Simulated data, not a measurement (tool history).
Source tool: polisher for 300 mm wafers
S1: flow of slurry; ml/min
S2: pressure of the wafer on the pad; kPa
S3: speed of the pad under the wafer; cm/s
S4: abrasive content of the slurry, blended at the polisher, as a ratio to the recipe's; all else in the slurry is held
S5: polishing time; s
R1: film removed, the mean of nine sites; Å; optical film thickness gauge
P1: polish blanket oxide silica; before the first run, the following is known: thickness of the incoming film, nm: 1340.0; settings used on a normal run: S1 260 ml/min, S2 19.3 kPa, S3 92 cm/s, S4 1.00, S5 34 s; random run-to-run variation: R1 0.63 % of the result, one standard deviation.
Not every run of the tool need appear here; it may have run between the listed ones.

run,hour,S1,S2,S3,S4,S5,R1
1,9.3,260,19.3,92,1.00,34,617.24
2,16.9,260,19.3,92,0.60,50,691.42
3,26.7,260,19.3,92,1.00,47,858.69
4,37.2,260,10.3,92,1.00,34,328.12
5,46.0,260,19.3,92,0.60,34,478.69
6,55.3,260,19.3,138,1.00,34,865.02
7,62.5,260,19.3,92,1.25,34,676.65
8,67.7,390,19.3,92,1.00,34,640.77
9,77.5,260,19.3,92,1.00,34,617.04
10,88.2,160,19.3,92,1.00,34,572.80
11,95.4,260,30.3,92,1.00,34,962.29
12,104.3,260,19.3,92,1.00,34,616.61
# hour 104.8: slurry blender recalibrated
13,112.9,260,19.3,92,1.00,21,377.67
14,121.6,260,19.3,46,1.00,34,355.16
15,132.6,260,19.3,92,1.00,34,612.26
16,139.6,260,19.3,92,1.00,34,622.68
17,146.7,260,19.3,92,1.00,34,597.04
18,157.7,260,19.3,92,1.00,34,581.10
19,167.6,260,19.3,92,1.00,34,578.49
20,176.4,260,19.3,92,1.00,34,563.47
# hour 177.4: conditioning disc replaced and pad reconditioned
21,183.7,260,19.3,92,1.00,34,563.58
# hour 184.0: slurry nozzle cleaned
# hour 186.4: head pressure recalibrated
22,190.0,260,19.3,92,1.00,34,571.06
23,201.3,260,19.3,92,1.00,34,562.44
24,211.8,260,19.3,92,1.00,34,554.20
25,221.5,260,19.3,92,1.00,34,554.52
26,231.5,260,19.3,92,1.00,34,561.35

What P1 gives has crept away from where it was. These 2 causes fit the log equally well, each at the size given:
A: abrasive missing from the slurry, % = 19.2
B: removal rate lost through wear of the pad, % = 9.75
Onset of the creep was near hour 139.6.
Excluded causes, each with its reason:
slurry flow missing at the pad, %: serviced at hour 184.0, which brought nothing back
head's pressure below its setpoint, %: serviced at hour 186.4, which brought nothing back
time polished since the conditioner stopped cutting, s: serviced at hour 177.4, which brought nothing back

Which of the check runs below tells the causes apart, meaning the causes would give it clearly different results? Each run uses 3 wafers whose results are averaged, and each result is shown as a question mark.
check 1,241.5,260,10.3,130,1.00,34,?
check 2,241.5,345,19.3,92,0.60,34,?
check 3,241.5,375,28.3,92,1.00,34,?
check 4,241.5,380,29.6,92,1.00,34,?

Predicted outcomes, by check and by cause:
check,result,if A,if B
check 1,R1,393.48,393.47
check 2,R1,426.93,438.54
check 3,R1,842.04,842.03
check 4,R1,883.96,883.95
Smallest distance between any two causes, each pair judged by its most separating result, in per cent: check 1 0 %; check 2 2.68 %; check 3 0 %; check 4 0 %
The other checks would show nearly matching results whichever cause is true, so check 2 is the only one that separates the causes.

Check 2 was carried out, with these results: R1 437.92 Å. Which of the listed causes is responsible?

The cause is B: removal rate lost through wear of the pad, %.

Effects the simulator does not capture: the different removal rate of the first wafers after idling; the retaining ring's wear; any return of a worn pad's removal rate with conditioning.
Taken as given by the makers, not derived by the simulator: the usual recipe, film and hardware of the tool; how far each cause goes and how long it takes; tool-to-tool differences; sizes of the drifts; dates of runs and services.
